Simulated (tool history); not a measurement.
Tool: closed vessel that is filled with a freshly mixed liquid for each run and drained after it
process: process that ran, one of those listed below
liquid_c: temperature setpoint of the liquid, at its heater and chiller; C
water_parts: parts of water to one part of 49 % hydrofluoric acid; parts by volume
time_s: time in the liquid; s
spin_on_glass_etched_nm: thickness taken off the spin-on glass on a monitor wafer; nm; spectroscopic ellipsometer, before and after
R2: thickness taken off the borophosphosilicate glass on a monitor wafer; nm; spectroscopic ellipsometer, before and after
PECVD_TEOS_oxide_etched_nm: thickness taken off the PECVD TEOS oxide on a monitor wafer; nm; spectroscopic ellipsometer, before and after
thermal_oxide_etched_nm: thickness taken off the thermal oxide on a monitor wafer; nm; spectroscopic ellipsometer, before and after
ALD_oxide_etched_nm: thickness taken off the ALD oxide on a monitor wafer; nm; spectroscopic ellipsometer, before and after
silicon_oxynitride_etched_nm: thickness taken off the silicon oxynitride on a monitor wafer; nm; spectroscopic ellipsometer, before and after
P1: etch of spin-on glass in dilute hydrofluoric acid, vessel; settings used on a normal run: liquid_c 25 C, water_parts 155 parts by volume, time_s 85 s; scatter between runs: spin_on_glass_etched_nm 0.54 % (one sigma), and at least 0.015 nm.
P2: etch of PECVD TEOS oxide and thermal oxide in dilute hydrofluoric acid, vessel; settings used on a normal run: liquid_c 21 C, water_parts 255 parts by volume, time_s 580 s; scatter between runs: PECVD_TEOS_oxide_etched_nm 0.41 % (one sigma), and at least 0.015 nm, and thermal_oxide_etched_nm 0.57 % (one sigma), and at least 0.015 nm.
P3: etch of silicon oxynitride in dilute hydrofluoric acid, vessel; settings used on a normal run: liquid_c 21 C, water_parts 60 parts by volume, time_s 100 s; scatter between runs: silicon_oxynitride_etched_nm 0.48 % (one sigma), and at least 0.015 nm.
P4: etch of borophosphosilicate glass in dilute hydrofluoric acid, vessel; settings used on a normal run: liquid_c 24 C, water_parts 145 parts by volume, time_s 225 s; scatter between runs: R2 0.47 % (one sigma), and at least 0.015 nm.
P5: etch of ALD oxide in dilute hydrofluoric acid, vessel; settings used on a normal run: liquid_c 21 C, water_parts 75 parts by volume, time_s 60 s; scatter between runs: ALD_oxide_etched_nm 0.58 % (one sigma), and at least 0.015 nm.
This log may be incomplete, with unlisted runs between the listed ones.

run 1 hour=14.6 | process=P1 liquid_c=25 water_parts=155 time_s=85 | spin_on_glass_etched_nm=30.119
run 2 hour=23.9 | process=P1 liquid_c=25 water_parts=155 time_s=85 | spin_on_glass_etched_nm=29.752
run 3 hour=31.5 | process=P4 liquid_c=30 water_parts=145 time_s=225 | R2=65.125
run 4 hour=42.6 | process=P2 liquid_c=17 water_parts=255 time_s=580 | PECVD_TEOS_oxide_etched_nm=20.71 thermal_oxide_etched_nm=6.9152
run 5 hour=51 | process=P5 liquid_c=21 water_parts=140 time_s=60 | ALD_oxide_etched_nm=6.3492
-- hour=56.2 thermometer replaced
run 6 hour=65.6 | process=P3 liquid_c=21 water_parts=100 time_s=100 | silicon_oxynitride_etched_nm=3.0917
run 7 hour=78.9 | process=P1 liquid_c=25 water_parts=155 time_s=125 | spin_on_glass_etched_nm=43.936
run 8 hour=88.9 | process=P1 liquid_c=25 water_parts=220 time_s=125 | spin_on_glass_etched_nm=28.98
run 9 hour=96 | process=P2 liquid_c=21 water_parts=370 time_s=580 | PECVD_TEOS_oxide_etched_nm=15.028 thermal_oxide_etched_nm=5.0366
run 10 hour=110.9 | process=P3 liquid_c=21 water_parts=60 time_s=30 | silicon_oxynitride_etched_nm=1.5977
run 11 hour=121.7 | process=P1 liquid_c=25 water_parts=155 time_s=85 | spin_on_glass_etched_nm=30.054
run 12 hour=130.4 | process=P3 liquid_c=27.5 water_parts=60 time_s=100 | silicon_oxynitride_etched_nm=7.3069
run 13 hour=139.2 | process=P1 liquid_c=25 water_parts=220 time_s=150 | spin_on_glass_etched_nm=34.645
run 14 hour=147.1 | process=P1 liquid_c=25 water_parts=155 time_s=85 | spin_on_glass_etched_nm=29.832
run 15 hour=153.7 | process=P2 liquid_c=21 water_parts=255 time_s=580 | PECVD_TEOS_oxide_etched_nm=24.219 thermal_oxide_etched_nm=8.1012
run 16 hour=164.4 | process=P2 liquid_c=21 water_parts=255 time_s=580 | PECVD_TEOS_oxide_etched_nm=24.269 thermal_oxide_etched_nm=8.0054
run 17 hour=174.3 | process=P1 liquid_c=25 water_parts=90 time_s=85 | spin_on_glass_etched_nm=55.694
run 18 hour=182.8 | process=P3 liquid_c=21 water_parts=60 time_s=100 | silicon_oxynitride_etched_nm=5.3473
run 19 hour=196.5 | process=P1 liquid_c=25 water_parts=155 time_s=85 | spin_on_glass_etched_nm=30.029

Run 20 comes next. What will it give?
run 20 hour=208.3 | process=P1 liquid_c=25 water_parts=285 time_s=85 | spin_on_glass_etched_nm=?

Run 20 measured spin_on_glass_etched_nm 14.121 nm.

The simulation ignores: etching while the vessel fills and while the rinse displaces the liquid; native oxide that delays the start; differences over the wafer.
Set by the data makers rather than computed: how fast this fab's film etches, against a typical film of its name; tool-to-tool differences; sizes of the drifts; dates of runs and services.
